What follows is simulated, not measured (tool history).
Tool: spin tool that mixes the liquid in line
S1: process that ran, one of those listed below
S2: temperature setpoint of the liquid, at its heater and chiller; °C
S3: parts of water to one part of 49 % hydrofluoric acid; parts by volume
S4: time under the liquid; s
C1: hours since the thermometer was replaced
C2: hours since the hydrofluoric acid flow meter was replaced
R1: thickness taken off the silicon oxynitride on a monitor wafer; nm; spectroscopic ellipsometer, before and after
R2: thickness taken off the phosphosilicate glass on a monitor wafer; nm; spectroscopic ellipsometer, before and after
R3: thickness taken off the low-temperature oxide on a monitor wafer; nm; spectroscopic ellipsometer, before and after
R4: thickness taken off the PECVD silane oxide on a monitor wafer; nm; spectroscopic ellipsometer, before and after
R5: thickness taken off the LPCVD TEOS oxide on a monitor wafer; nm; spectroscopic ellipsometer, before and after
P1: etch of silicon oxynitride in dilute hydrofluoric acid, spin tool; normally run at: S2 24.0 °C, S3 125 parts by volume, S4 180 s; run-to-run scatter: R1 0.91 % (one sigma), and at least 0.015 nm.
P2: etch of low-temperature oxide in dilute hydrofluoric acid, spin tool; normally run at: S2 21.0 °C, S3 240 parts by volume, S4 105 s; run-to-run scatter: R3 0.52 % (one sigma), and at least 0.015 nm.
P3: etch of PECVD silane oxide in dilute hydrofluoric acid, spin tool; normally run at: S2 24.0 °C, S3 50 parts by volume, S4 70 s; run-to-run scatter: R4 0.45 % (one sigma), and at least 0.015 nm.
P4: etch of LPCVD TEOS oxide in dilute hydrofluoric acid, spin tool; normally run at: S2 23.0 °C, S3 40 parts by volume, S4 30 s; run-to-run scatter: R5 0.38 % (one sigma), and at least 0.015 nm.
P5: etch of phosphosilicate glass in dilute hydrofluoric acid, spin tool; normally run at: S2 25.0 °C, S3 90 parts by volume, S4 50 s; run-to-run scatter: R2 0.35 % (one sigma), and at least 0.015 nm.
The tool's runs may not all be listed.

run	hour	S1	S2	S3	S4	C1	C2	R1	R2	R3	R4	R5
1	7.4	P1	24.0	125	180	368.1	201.8	2.97660				
2	13.5	P5	17.0	90	50	374.2	207.9		41.089			
3	22.0	P2	25.0	240	105	382.7	216.4			12.2260		
4	34.6	P1	24.0	125	180	395.3	229.0	3.00760				
5	47.6	P3	17.0	50	70	408.3	242.0				26.883	
6	55.2	P4	23.0	40	15	415.9	249.6					9.984
7	65.0	P3	24.0	85	70	425.7	259.4				20.302	
8	71.2	P2	21.0	240	105	431.9	265.6			10.5220		
9	80.5	P5	25.0	90	50	441.2	274.9		56.568			
10	86.4	P2	21.0	240	105	447.1	280.8			10.5330		
11	94.7	P1	24.0	70	180	455.4	289.1	5.61360				
12	104.4	P1	18.0	65	180	465.1	298.8	4.50410				
13	117.1	P2	21.0	85	105	477.8	311.5			34.9330		
14	127.9	P4	23.0	20	30	488.6	322.3					40.996
15	138.3	P4	23.0	40	30	499.0	332.7					19.975
16	150.6	P4	29.0	40	30	511.3	345.0					25.756
17	156.5	P1	24.0	125	50	517.2	350.9	0.83027				
18	168.7	P1	24.0	195	180	529.4	363.1	1.79930				
19	175.6	P1	24.0	125	180	536.3	370.0	2.95720				
20	184.0	P5	25.0	25	50	544.7	378.4		222.820			
21	196.7	P3	24.0	50	105	557.4	391.1				53.789	
22	206.3	P1	17.0	125	180	567.0	400.7	2.11040				
23	218.6	P3	24.0	50	70	579.3	413.0				35.745	
24	228.4	P5	25.0	90	50	589.1	422.8		56.855			
25	237.3	P1	24.0	125	305	598.0	431.7	5.04810				
26	246.8	P5	25.0	90	15	607.5	441.2		17.045			
27	253.7	P1	24.0	125	180	614.4	448.1	2.94420				
28	261.5	P2	21.0	240	25	622.2	455.9			2.5151		
29	268.1	P1	31.5	125	340	628.8	462.5	7.91540				
30	275.6	P1	30.5	125	180	636.3	470.0	3.95410				
31	284.6	P1	24.0	125	180	645.3	479.0	2.93890				
32	297.9	P1	24.0	125	180	658.6	492.3	3.13490				
33	305.2	P1	24.0	125	180	665.9	499.6	3.16660				
34	317.0	P1	24.0	125	180	677.7	511.4	3.21330				
35	329.7	P1	24.0	125	180	690.4	524.1	3.25730				
36	341.4	P1	24.0	125	180	702.1	535.8	3.31630				
37	353.4	P1	24.0	125	180	714.1	547.8	3.27310				

What P1 gives has crept away from where it was. These 2 causes fit the log equally well, each at the size given:
A: liquid hotter than its thermometer reads (K) = 2.18
B: hydrofluoric acid flow above the setpoint (%) = 9.56
The creep began at about hour 284.6.

4 check runs are offered, each on 3 wafers whose results are averaged, their results left as question marks. Which one tells the causes apart?
check 1	365.4	P5	25.0	25	15				?			
check 2	365.4	P2	21.0	240	35					?		
check 3	365.4	P3	17.0	50	70						?	
check 4	365.4	P4	23.0	25	15							?

What each check would give under each cause:
check	result	if A	if B
check 1	R2	73.414	73.710
check 2	R3	3.7916	3.9125
check 3	R4	29.318	29.380
check 4	R5	17.828	17.874
How far apart the two closest causes lie, in the result that separates them most: check 1 0.4 %; check 2 3.14 %; check 3 0.21 %; check 4 0.25 %
Check 2 tells the causes apart: in the others they would give nearly the same result.

Check 2 was then run and gave: R3 3.9210 nm. Which cause is it?

It is B: hydrofluoric acid flow above the setpoint (%).

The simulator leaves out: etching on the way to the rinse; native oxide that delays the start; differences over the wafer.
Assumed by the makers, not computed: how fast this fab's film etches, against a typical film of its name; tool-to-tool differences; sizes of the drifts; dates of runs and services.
